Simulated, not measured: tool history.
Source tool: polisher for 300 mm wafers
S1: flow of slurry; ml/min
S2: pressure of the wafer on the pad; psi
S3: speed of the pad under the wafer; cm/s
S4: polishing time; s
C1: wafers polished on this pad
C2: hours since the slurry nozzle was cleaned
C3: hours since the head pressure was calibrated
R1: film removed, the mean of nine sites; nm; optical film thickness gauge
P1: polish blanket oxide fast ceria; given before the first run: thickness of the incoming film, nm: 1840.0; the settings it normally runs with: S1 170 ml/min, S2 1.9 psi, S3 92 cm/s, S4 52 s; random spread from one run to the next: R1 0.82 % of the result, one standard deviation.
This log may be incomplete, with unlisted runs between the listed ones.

{"run": 1, "hour": 13.0, "S1": 170, "S2": 1.9, "S3": 92, "S4": 52, "C1": 275, "C2": 423.0, "C3": 150.5, "R1": 499.12}
{"run": 2, "hour": 23.1, "S1": 120, "S2": 1.9, "S3": 136, "S4": 52, "C1": 355, "C2": 433.1, "C3": 160.6, "R1": 688.37}
{"run": 3, "hour": 37.3, "S1": 170, "S2": 2.8, "S3": 92, "S4": 52, "C1": 467, "C2": 447.3, "C3": 174.8, "R1": 739.44}
{"run": 4, "hour": 53.0, "S1": 170, "S2": 1.9, "S3": 92, "S4": 52, "C1": 592, "C2": 463.0, "C3": 190.5, "R1": 496.4}
{"run": 5, "hour": 66.4, "S1": 170, "S2": 1.9, "S3": 92, "S4": 28, "C1": 698, "C2": 476.4, "C3": 203.9, "R1": 270.55}
{"run": 6, "hour": 78.5, "S1": 215, "S2": 1.9, "S3": 92, "S4": 52, "C1": 794, "C2": 488.5, "C3": 216.0, "R1": 510.19}
{"run": 7, "hour": 90.0, "S1": 170, "S2": 0.9, "S3": 92, "S4": 52, "C1": 885, "C2": 500.0, "C3": 227.5, "R1": 236.84}
{"run": 8, "hour": 99.8, "S1": 170, "S2": 1.9, "S3": 92, "S4": 52, "C1": 963, "C2": 509.8, "C3": 237.3, "R1": 508.43}
{"run": 9, "hour": 113.9, "S1": 170, "S2": 1.9, "S3": 134, "S4": 37, "C1": 1074, "C2": 523.9, "C3": 251.4, "R1": 513.53}
{"run": 10, "hour": 128.4, "S1": 170, "S2": 1.9, "S3": 92, "S4": 52, "C1": 1189, "C2": 538.4, "C3": 265.9, "R1": 497.1}
{"run": 11, "hour": 137.0, "S1": 170, "S2": 1.9, "S3": 46, "S4": 52, "C1": 1258, "C2": 547.0, "C3": 274.5, "R1": 254.46}
{"run": 12, "hour": 152.7, "S1": 170, "S2": 1.9, "S3": 92, "S4": 52, "C1": 1382, "C2": 562.7, "C3": 290.2, "R1": 497.95}
{"run": 13, "hour": 161.6, "S1": 170, "S2": 1.9, "S3": 92, "S4": 52, "C1": 1453, "C2": 571.6, "C3": 299.1, "R1": 488.01}
{"run": 14, "hour": 176.8, "S1": 170, "S2": 1.9, "S3": 92, "S4": 52, "C1": 1573, "C2": 586.8, "C3": 314.3, "R1": 508.46}
{"run": 15, "hour": 183.8, "S1": 170, "S2": 1.9, "S3": 92, "S4": 74, "C1": 1628, "C2": 593.8, "C3": 321.3, "R1": 713.33}
{"run": 16, "hour": 192.8, "S1": 230, "S2": 1.9, "S3": 92, "S4": 38, "C1": 1700, "C2": 602.8, "C3": 330.3, "R1": 377.84}
{"run": 17, "hour": 201.2, "S1": 100, "S2": 1.9, "S3": 92, "S4": 52, "C1": 1766, "C2": 611.2, "C3": 338.7, "R1": 448.05}
{"run": 18, "hour": 212.0, "S1": 170, "S2": 1.9, "S3": 146, "S4": 52, "C1": 1852, "C2": 622.0, "C3": 349.5, "R1": 788.92}
{"run": 19, "hour": 223.0, "S1": 170, "S2": 1.9, "S3": 92, "S4": 52, "C1": 1939, "C2": 633.0, "C3": 360.5, "R1": 503.78}
{"run": 20, "hour": 234.4, "S1": 170, "S2": 1.9, "S3": 92, "S4": 52, "C1": 2030, "C2": 644.4, "C3": 371.9, "R1": 493.08}
{"run": 21, "hour": 247.4, "S1": 170, "S2": 1.9, "S3": 92, "S4": 52, "C1": 2133, "C2": 657.4, "C3": 384.9, "R1": 477.23}
{"run": 22, "hour": 259.7, "S1": 170, "S2": 1.9, "S3": 92, "S4": 52, "C1": 2230, "C2": 669.7, "C3": 397.2, "R1": 467.67}
{"run": 23, "hour": 272.2, "S1": 170, "S2": 1.9, "S3": 92, "S4": 52, "C1": 2329, "C2": 682.2, "C3": 409.7, "R1": 462.63}
{"run": 24, "hour": 281.6, "S1": 170, "S2": 1.9, "S3": 92, "S4": 52, "C1": 2404, "C2": 691.6, "C3": 419.1, "R1": 455.9}
{"hour": 289.0, "done": "worn pad replaced by a new one"}
{"run": 25, "hour": 291.3, "S1": 170, "S2": 1.9, "S3": 92, "S4": 52, "C1": 18, "C2": 701.3, "C3": 428.8, "R1": 456.14}
{"run": 26, "hour": 306.5, "S1": 170, "S2": 1.9, "S3": 92, "S4": 52, "C1": 139, "C2": 716.5, "C3": 444.0, "R1": 452.85}
{"run": 27, "hour": 315.5, "S1": 170, "S2": 1.9, "S3": 92, "S4": 52, "C1": 210, "C2": 725.5, "C3": 453.0, "R1": 454.48}
{"run": 28, "hour": 324.7, "S1": 170, "S2": 1.9, "S3": 92, "S4": 52, "C1": 283, "C2": 734.7, "C3": 462.2, "R1": 451.46}

Something has made what P1 gives creep away from where it was; the 2 causes below, each at its own stated size, fit the log equally well:
A: slurry flow missing at the pad, % = 38.5
B: head's pressure below its setpoint, % = 9.03
The drift started at roughly hour 223.0.
Each remaining cause and why it is not a fit:
removal rate lost through wear of the pad, %: serviced at hour 289.0, which brought nothing back

Which of the check runs below tells the causes apart, meaning the causes would give it clearly different results? Each run uses 2 wafers whose results are averaged, and each result is shown as a question mark.
{"run": "check 1", "hour": 333.9, "S1": 100, "S2": 1.9, "S3": 48, "S4": 52, "R1": "?"}
{"run": "check 2", "hour": 333.9, "S1": 170, "S2": 0.9, "S3": 138, "S4": 52, "R1": "?"}
{"run": "check 3", "hour": 333.9, "S1": 170, "S2": 2.6, "S3": 92, "S4": 33, "R1": "?"}
{"run": "check 4", "hour": 333.9, "S1": 170, "S2": 2.6, "S3": 92, "S4": 63, "R1": "?"}

If the cause were each of the candidates in turn, the checks would give the following:
check=check_1 result=R1 if_A=201.62 if_B=213.28
check=check_2 result=R1 if_A=322.79 if_B=322.76
check=check_3 result=R1 if_A=394.52 if_B=394.49
check=check_4 result=R1 if_A=753.17 if_B=753.11
Separation of the two closest causes in each check, using whichever result separates them best: check 1 5.62 %; check 2 0.01 %; check 3 0.01 %; check 4 0.01 %
Of the check runs offered, only check 1 discriminates between the causes; the rest would read about the same regardless of which cause applies.

Check 1 was carried out, with these results: R1 200.88 nm. Which of the listed causes is responsible?

It is A: slurry flow missing at the pad, %.
